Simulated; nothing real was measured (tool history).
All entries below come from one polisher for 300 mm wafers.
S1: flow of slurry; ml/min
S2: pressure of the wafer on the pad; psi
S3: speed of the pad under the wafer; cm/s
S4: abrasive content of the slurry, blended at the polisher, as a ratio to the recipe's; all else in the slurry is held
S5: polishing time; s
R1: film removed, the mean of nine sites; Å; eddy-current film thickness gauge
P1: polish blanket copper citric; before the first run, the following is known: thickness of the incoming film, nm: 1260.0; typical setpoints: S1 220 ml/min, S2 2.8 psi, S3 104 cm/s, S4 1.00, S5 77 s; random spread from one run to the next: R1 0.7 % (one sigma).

run   hour   S1   S2   S3    S4   S5       R1
  1    6.3  220  2.8  104  1.00   77  1673.50
  2   12.4  220  2.8  164  1.00   77  2634.40
  3   18.0  130  2.8  104  1.00   77  1547.40
  4   24.9  220  2.8  104  1.00   44   951.56
  5   28.5  220  2.8  104  1.00  101  2185.80
  6   32.0  220  2.8  104  1.20   77  1726.20
  7   39.0  345  2.8  104  1.00   77  1748.00
  8   43.0  220  2.8  104  0.70   77  1552.90
  9   50.6  220  2.8  104  1.00   77  1661.20
 10   55.7  220  2.8  104  1.00   77  1658.50
 11   59.7  220  2.8  104  1.00   77  1663.20
 12   66.9  220  3.9  104  1.00   77  2309.60
 13   70.5  220  2.8  132  1.25   77  2202.80
 14   77.4  305  2.8  104  1.00   57  1287.50
 15   81.4  220  2.8  104  1.00   77  1653.40
 16   85.0  220  1.3  104  1.00   77   793.49
 17   89.4  220  2.8   54  1.00   77   879.79
 18   96.8  220  2.8  104  1.00   77  1671.30
 19  102.7  220  2.8  104  1.00   77  1639.20
 20  109.1  220  2.8  104  1.00   77  1593.20
 21  115.0  220  2.8  104  1.00   77  1579.00
 22  121.3  220  2.8  104  1.00   77  1573.20
     122.2  -- head pressure recalibrated
     123.1  -- slurry blender recalibrated
 23  126.4  220  2.8  104  1.00   77  1571.40
 24  130.7  220  2.8  104  1.00   77  1559.80
 25  135.4  220  2.8  104  1.00   77  1547.00
 26  140.3  220  2.8  104  1.00   77  1553.30
 27  143.8  220  2.8  104  1.00   77  1557.80

P1 no longer gives what it gave before; its output has crept away from where it was. The following 2 causes, each at its listed size, fit the log equally well:
A: removal rate lost through wear of the pad, % = 7.01
B: slurry flow missing at the pad, % = 38
The gradual shift began around hour 96.8.
All other causes, with the reason each is excluded:
head's pressure below its setpoint, %: serviced at hour 122.2, after the drift had started, without restoring the earlier output
abrasive missing from the slurry, %: serviced at hour 123.1, after the drift had started, without restoring the earlier output

Which of the 4 check runs listed below, each an average over 2 wafers with its results shown as question marks, gives clearly different results under the different listed causes?
check 1  147.3  130  2.8  104  1.00  77   ?
check 2  147.3  220  3.5  104  1.00  77   ?
check 3  147.3  220  2.8   62  1.00  77   ?
check 4  147.3  220  2.8  104  0.70  77   ?

What every check run would give for each of its results, assuming each possible cause in turn:
  check  result     if A     if B
check 1      R1  1430.40  1368.00
check 2      R1  1931.10  1931.00
check 3      R1   941.09   941.05
check 4      R1  1440.70  1440.60
Distance between the nearest two causes, measured in the result of the check that separates them most: check 1 4.45 %; check 2 0 %; check 3 0 %; check 4 0 %
The causes can be told apart only by check 1. The other checks would give nearly the same results under each of them.

Then check 1 was run and gave: R1 1427.40 Å. Which cause is it?

It was cause A: removal rate lost through wear of the pad, %.

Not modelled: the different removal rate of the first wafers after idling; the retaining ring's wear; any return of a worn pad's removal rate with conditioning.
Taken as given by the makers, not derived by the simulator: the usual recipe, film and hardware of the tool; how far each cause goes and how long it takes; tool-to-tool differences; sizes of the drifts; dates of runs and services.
